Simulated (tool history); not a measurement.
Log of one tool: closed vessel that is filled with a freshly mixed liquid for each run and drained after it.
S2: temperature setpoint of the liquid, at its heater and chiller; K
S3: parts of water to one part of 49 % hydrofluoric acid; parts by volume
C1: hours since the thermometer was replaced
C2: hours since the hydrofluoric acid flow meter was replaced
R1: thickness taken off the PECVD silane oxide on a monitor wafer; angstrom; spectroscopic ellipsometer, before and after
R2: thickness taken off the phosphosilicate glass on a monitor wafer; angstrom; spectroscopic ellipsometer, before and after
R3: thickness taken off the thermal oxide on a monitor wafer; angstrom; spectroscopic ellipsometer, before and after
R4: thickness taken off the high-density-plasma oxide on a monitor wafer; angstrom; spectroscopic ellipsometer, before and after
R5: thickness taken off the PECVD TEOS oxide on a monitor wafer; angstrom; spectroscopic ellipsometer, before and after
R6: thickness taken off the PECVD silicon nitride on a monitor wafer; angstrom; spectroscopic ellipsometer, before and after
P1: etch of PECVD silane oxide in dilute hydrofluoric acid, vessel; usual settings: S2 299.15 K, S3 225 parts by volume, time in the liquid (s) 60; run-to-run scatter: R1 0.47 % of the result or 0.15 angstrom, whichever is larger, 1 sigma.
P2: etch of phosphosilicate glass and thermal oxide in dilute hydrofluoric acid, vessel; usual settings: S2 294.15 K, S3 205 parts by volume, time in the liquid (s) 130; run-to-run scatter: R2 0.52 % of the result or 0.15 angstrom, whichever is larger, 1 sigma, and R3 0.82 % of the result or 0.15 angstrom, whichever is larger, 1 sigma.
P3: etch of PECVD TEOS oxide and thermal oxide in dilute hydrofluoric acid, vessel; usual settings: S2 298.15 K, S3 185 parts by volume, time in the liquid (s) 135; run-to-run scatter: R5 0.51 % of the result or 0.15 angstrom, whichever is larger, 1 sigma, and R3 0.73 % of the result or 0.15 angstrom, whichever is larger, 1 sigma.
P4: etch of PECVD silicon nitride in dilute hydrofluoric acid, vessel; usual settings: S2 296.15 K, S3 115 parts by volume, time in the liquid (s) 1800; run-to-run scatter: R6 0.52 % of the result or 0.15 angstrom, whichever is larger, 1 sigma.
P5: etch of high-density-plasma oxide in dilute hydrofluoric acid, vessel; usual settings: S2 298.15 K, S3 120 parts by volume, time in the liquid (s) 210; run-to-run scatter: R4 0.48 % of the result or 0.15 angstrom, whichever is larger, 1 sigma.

{"run": 1, "hour": 13.8, "process that ran": "P1", "S2": 299.15, "S3": 225, "time in the liquid (s)": 60, "C1": 918.5, "C2": 1829.9, "R1": 127.13}
{"run": 2, "hour": 26.2, "process that ran": "P2", "S2": 294.15, "S3": 205, "time in the liquid (s)": 130, "C1": 930.9, "C2": 1842.3, "R2": 364.99, "R3": 25.464}
{"run": 3, "hour": 36.7, "process that ran": "P1", "S2": 299.15, "S3": 225, "time in the liquid (s)": 105, "C1": 941.4, "C2": 1852.8, "R1": 222.33}
{"run": 4, "hour": 51.3, "process that ran": "P1", "S2": 303.15, "S3": 120, "time in the liquid (s)": 60, "C1": 956.0, "C2": 1867.4, "R1": 313.5}
{"run": 5, "hour": 61.6, "process that ran": "P2", "S2": 294.15, "S3": 205, "time in the liquid (s)": 30, "C1": 966.3, "C2": 1877.7, "R2": 83.411, "R3": 5.8023}
{"run": 6, "hour": 69.9, "process that ran": "P5", "S2": 298.15, "S3": 120, "time in the liquid (s)": 395, "C1": 974.6, "C2": 1886.0, "R4": 205.0}
{"run": 7, "hour": 85.9, "process that ran": "P3", "S2": 298.15, "S3": 185, "time in the liquid (s)": 265, "C1": 990.6, "C2": 1902.0, "R3": 67.179, "R5": 120.57}
{"run": 8, "hour": 102.1, "process that ran": "P4", "S2": 296.15, "S3": 30, "time in the liquid (s)": 1800, "C1": 1006.8, "C2": 1918.2, "R6": 1313.5}
{"run": 9, "hour": 116.7, "process that ran": "P1", "S2": 307.15, "S3": 225, "time in the liquid (s)": 60, "C1": 1021.4, "C2": 1932.8, "R1": 166.55}
{"run": 10, "hour": 129.9, "process that ran": "P1", "S2": 299.15, "S3": 225, "time in the liquid (s)": 30, "C1": 1034.6, "C2": 1946.0, "R1": 63.095}
{"run": 11, "hour": 141.3, "process that ran": "P1", "S2": 295.15, "S3": 225, "time in the liquid (s)": 60, "C1": 1046.0, "C2": 1957.4, "R1": 108.76}
{"run": 12, "hour": 149.2, "process that ran": "P2", "S2": 294.15, "S3": 205, "time in the liquid (s)": 130, "C1": 1053.9, "C2": 1965.3, "R2": 365.4, "R3": 25.202}
{"run": 13, "hour": 160.1, "process that ran": "P1", "S2": 299.15, "S3": 225, "time in the liquid (s)": 60, "C1": 1064.8, "C2": 1976.2, "R1": 126.28}
{"run": 14, "hour": 171.7, "process that ran": "P1", "S2": 299.15, "S3": 225, "time in the liquid (s)": 60, "C1": 1076.4, "C2": 1987.8, "R1": 126.74}
{"run": 15, "hour": 179.6, "process that ran": "P3", "S2": 298.15, "S3": 185, "time in the liquid (s)": 135, "C1": 1084.3, "C2": 1995.7, "R3": 33.89, "R5": 60.716}
{"run": 16, "hour": 189.6, "process that ran": "P5", "S2": 306.15, "S3": 120, "time in the liquid (s)": 210, "C1": 1094.3, "C2": 2005.7, "R4": 146.1}
{"run": 17, "hour": 205.3, "process that ran": "P1", "S2": 304.65, "S3": 360, "time in the liquid (s)": 60, "C1": 1110.0, "C2": 2021.4, "R1": 81.918}
{"run": 18, "hour": 220.0, "process that ran": "P1", "S2": 299.15, "S3": 350, "time in the liquid (s)": 60, "C1": 1124.7, "C2": 2036.1, "R1": 72.229}
{"run": 19, "hour": 230.3, "process that ran": "P1", "S2": 299.15, "S3": 225, "time in the liquid (s)": 60, "C1": 1135.0, "C2": 2046.4, "R1": 127.19}
{"run": 20, "hour": 241.1, "process that ran": "P1", "S2": 299.15, "S3": 225, "time in the liquid (s)": 60, "C1": 1145.8, "C2": 2057.2, "R1": 126.82}
{"run": 21, "hour": 248.3, "process that ran": "P2", "S2": 300.15, "S3": 205, "time in the liquid (s)": 130, "C1": 1153.0, "C2": 2064.4, "R2": 450.37, "R3": 31.187}
{"run": 22, "hour": 258.3, "process that ran": "P1", "S2": 305.15, "S3": 330, "time in the liquid (s)": 60, "C1": 1163.0, "C2": 2074.4, "R1": 94.146}
{"run": 23, "hour": 272.6, "process that ran": "P4", "S2": 292.15, "S3": 115, "time in the liquid (s)": 1800, "C1": 1177.3, "C2": 2088.7, "R6": 269.69}
{"run": 24, "hour": 286.9, "process that ran": "P4", "S2": 296.15, "S3": 115, "time in the liquid (s)": 1800, "C1": 1191.6, "C2": 2103.0, "R6": 350.26}
{"run": 25, "hour": 298.2, "process that ran": "P3", "S2": 290.15, "S3": 185, "time in the liquid (s)": 135, "C1": 1202.9, "C2": 2114.3, "R3": 25.252, "R5": 44.698}
{"run": 26, "hour": 308.5, "process that ran": "P2", "S2": 294.15, "S3": 350, "time in the liquid (s)": 130, "C1": 1213.2, "C2": 2124.6, "R2": 186.8, "R3": 13.287}
{"run": 27, "hour": 320.0, "process that ran": "P4", "S2": 296.15, "S3": 115, "time in the liquid (s)": 390, "C1": 1224.7, "C2": 2136.1, "R6": 77.003}
{"run": 28, "hour": 335.1, "process that ran": "P1", "S2": 299.15, "S3": 225, "time in the liquid (s)": 60, "C1": 1239.8, "C2": 2151.2, "R1": 127.37}
{"run": 29, "hour": 343.0, "process that ran": "P1", "S2": 299.15, "S3": 55, "time in the liquid (s)": 60, "C1": 1247.7, "C2": 2159.1, "R1": 635.2}
{"run": 30, "hour": 353.8, "process that ran": "P5", "S2": 298.15, "S3": 170, "time in the liquid (s)": 210, "C1": 1258.5, "C2": 2169.9, "R4": 72.192}
{"run": 31, "hour": 366.7, "process that ran": "P3", "S2": 298.15, "S3": 320, "time in the liquid (s)": 135, "C1": 1271.4, "C2": 2182.8, "R3": 17.082, "R5": 31.097}
{"run": 32, "hour": 378.6, "process that ran": "P5", "S2": 298.15, "S3": 120, "time in the liquid (s)": 210, "C1": 1283.3, "C2": 2194.7, "R4": 109.22}
{"run": 33, "hour": 394.3, "process that ran": "P1", "S2": 299.15, "S3": 225, "time in the liquid (s)": 60, "C1": 1299.0, "C2": 2210.4, "R1": 127.09}
{"run": 34, "hour": 404.2, "process that ran": "P1", "S2": 299.15, "S3": 225, "time in the liquid (s)": 60, "C1": 1308.9, "C2": 2220.3, "R1": 123.17}
{"run": 35, "hour": 412.1, "process that ran": "P1", "S2": 299.15, "S3": 225, "time in the liquid (s)": 60, "C1": 1316.8, "C2": 2228.2, "R1": 121.93}
{"run": 36, "hour": 425.9, "process that ran": "P1", "S2": 299.15, "S3": 225, "time in the liquid (s)": 60, "C1": 1330.6, "C2": 2242.0, "R1": 119.71}
{"run": 37, "hour": 437.5, "process that ran": "P1", "S2": 299.15, "S3": 225, "time in the liquid (s)": 60, "C1": 1342.2, "C2": 2253.6, "R1": 117.85}
{"run": 38, "hour": 453.9, "process that ran": "P1", "S2": 299.15, "S3": 225, "time in the liquid (s)": 60, "C1": 1358.6, "C2": 2270.0, "R1": 116.4}
{"run": 39, "hour": 462.8, "process that ran": "P1", "S2": 299.15, "S3": 225, "time in the liquid (s)": 60, "C1": 1367.5, "C2": 2278.9, "R1": 117.82}
{"run": 40, "hour": 470.9, "process that ran": "P1", "S2": 299.15, "S3": 225, "time in the liquid (s)": 60, "C1": 1375.6, "C2": 2287.0, "R1": 115.83}
{"run": 41, "hour": 487.2, "process that ran": "P1", "S2": 299.15, "S3": 225, "time in the liquid (s)": 60, "C1": 1391.9, "C2": 2303.3, "R1": 115.6}

What P1 gives has crept away from where it was. These 2 causes fit the log equally well, each at the size given:
A: hydrofluoric acid flow below the setpoint (%) = 6.29
B: liquid colder than its thermometer reads (K) = 2.26
The creep began at about hour 394.3.

4 check runs are offered, one wafer each, their results left as question marks. Which one tells the causes apart?
{"run": "check 1", "hour": 503.5, "process that ran": "P5", "S2": 301.65, "S3": 120, "time in the liquid (s)": 370, "R4": "?"}
{"run": "check 2", "hour": 503.5, "process that ran": "P2", "S2": 294.15, "S3": 270, "time in the liquid (s)": 130, "R2": "?", "R3": "?"}
{"run": "check 3", "hour": 503.5, "process that ran": "P3", "S2": 291.15, "S3": 245, "time in the liquid (s)": 135, "R3": "?", "R5": "?"}
{"run": "check 4", "hour": 503.5, "process that ran": "P4", "S2": 296.15, "S3": 30, "time in the liquid (s)": 1800, "R6": "?"}

What each check would give under each cause:
check=check_1 result=R4 if_A=202.900 if_B=200.890
check=check_2 result=R2 if_A=238.800 if_B=238.270
check=check_2 result=R3 if_A=16.6740 if_B=16.6370
check=check_3 result=R3 if_A=17.0940 if_B=16.9470
check=check_3 result=R5 if_A=30.857 if_B=30.593
check=check_4 result=R6 if_A=1235.400 if_B=1125.000
How far apart the two closest causes lie, in the result that separates them most: check 1 0.99 %; check 2 0.22 %; check 3 0.86 %; check 4 9.37 %
Only check 4 tells the causes apart: in the others they would give nearly the same result.

Check 4 was then run and gave: R6 1116.800 angstrom. Which cause is it?

It is B: liquid colder than its thermometer reads (K).

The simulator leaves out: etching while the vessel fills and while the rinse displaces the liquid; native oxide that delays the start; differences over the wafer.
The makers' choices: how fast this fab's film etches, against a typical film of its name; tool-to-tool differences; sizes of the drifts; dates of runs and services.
